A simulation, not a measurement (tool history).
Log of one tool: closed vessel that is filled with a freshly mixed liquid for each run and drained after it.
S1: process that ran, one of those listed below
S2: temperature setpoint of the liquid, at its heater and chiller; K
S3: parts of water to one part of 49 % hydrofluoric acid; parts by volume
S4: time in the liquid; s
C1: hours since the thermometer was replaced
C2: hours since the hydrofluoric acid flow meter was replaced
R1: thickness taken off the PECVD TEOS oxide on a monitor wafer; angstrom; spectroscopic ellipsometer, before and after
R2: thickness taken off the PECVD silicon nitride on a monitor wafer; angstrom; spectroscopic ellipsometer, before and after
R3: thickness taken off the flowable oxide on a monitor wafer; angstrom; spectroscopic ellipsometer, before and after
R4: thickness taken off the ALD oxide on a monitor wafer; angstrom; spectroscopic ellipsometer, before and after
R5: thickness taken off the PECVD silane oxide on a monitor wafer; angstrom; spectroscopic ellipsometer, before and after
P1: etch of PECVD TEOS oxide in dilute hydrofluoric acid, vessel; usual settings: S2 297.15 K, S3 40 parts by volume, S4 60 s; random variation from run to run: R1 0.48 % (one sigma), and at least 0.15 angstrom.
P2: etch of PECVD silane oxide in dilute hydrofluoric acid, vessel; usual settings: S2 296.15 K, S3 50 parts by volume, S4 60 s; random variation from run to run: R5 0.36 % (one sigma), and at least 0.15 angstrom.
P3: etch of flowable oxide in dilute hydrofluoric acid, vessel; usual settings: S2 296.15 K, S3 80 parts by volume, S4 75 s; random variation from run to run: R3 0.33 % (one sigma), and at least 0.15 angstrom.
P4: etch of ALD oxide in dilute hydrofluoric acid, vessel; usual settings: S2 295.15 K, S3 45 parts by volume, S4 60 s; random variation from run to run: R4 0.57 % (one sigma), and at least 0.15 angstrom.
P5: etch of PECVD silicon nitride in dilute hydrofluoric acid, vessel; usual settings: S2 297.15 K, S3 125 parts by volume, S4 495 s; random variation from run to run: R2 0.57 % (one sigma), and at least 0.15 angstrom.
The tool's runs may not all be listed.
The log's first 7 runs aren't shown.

run 8 hour=90 | S1=P1 S2=297.15 S3=40 S4=60 | C1=979.2 C2=909.8 | R1=178.25
run 9 hour=96.9 | S1=P3 S2=292.65 S3=80 S4=75 | C1=986.1 C2=916.7 | R3=437.31
run 10 hour=104.8 | S1=P4 S2=295.15 S3=45 S4=30 | C1=994 C2=924.6 | R4=161.52
run 11 hour=117.1 | S1=P1 S2=297.15 S3=55 S4=95 | C1=1006.3 C2=936.9 | R1=202.37
run 12 hour=129.8 | S1=P5 S2=297.15 S3=125 S4=495 | C1=1019 C2=949.6 | R2=67.284
run 13 hour=144.3 | S1=P2 S2=296.15 S3=50 S4=60 | C1=1033.5 C2=964.1 | R5=396.58
run 14 hour=156.6 | S1=P1 S2=297.15 S3=40 S4=60 | C1=1045.8 C2=976.4 | R1=179.24
run 15 hour=163.4 | S1=P3 S2=296.15 S3=80 S4=75 | C1=1052.6 C2=983.2 | R3=502.35
-- hour=166.4 hydrofluoric acid flow meter replaced
run 16 hour=170.8 | S1=P5 S2=301.15 S3=125 S4=495 | C1=1060 C2=4.4 | R2=87.531
run 17 hour=182.2 | S1=P1 S2=297.15 S3=40 S4=30 | C1=1071.4 C2=15.8 | R1=89.603
run 18 hour=194.4 | S1=P2 S2=296.15 S3=50 S4=110 | C1=1083.6 C2=28 | R5=724.39
run 19 hour=206.1 | S1=P4 S2=295.15 S3=30 S4=60 | C1=1095.3 C2=39.7 | R4=490.14
run 20 hour=213 | S1=P5 S2=297.15 S3=125 S4=785 | C1=1102.2 C2=46.6 | R2=107.61
run 21 hour=220.6 | S1=P1 S2=297.15 S3=60 S4=60 | C1=1109.8 C2=54.2 | R1=116.22
run 22 hour=233 | S1=P1 S2=303.15 S3=40 S4=60 | C1=1122.2 C2=66.6 | R1=228.26
run 23 hour=248.2 | S1=P2 S2=290.15 S3=50 S4=60 | C1=1137.4 C2=81.8 | R5=308.53
run 24 hour=257.8 | S1=P2 S2=296.15 S3=20 S4=60 | C1=1147 C2=91.4 | R5=1028.3
run 25 hour=268.5 | S1=P1 S2=297.15 S3=40 S4=60 | C1=1157.7 C2=102.1 | R1=178.85
run 26 hour=281.5 | S1=P1 S2=292.15 S3=40 S4=60 | C1=1170.7 C2=115.1 | R1=143.92
run 27 hour=295 | S1=P4 S2=302.15 S3=45 S4=60 | C1=1184.2 C2=128.6 | R4=426.7
run 28 hour=307.8 | S1=P1 S2=304.65 S3=20 S4=60 | C1=1197 C2=141.4 | R1=500.46

Run 29 comes next. What will it give?
run 29 hour=322.8 | S1=P3 S2=296.15 S3=115 S4=75 | C1=1212 C2=156.4 | R3=?

R3: 336.95 angstrom
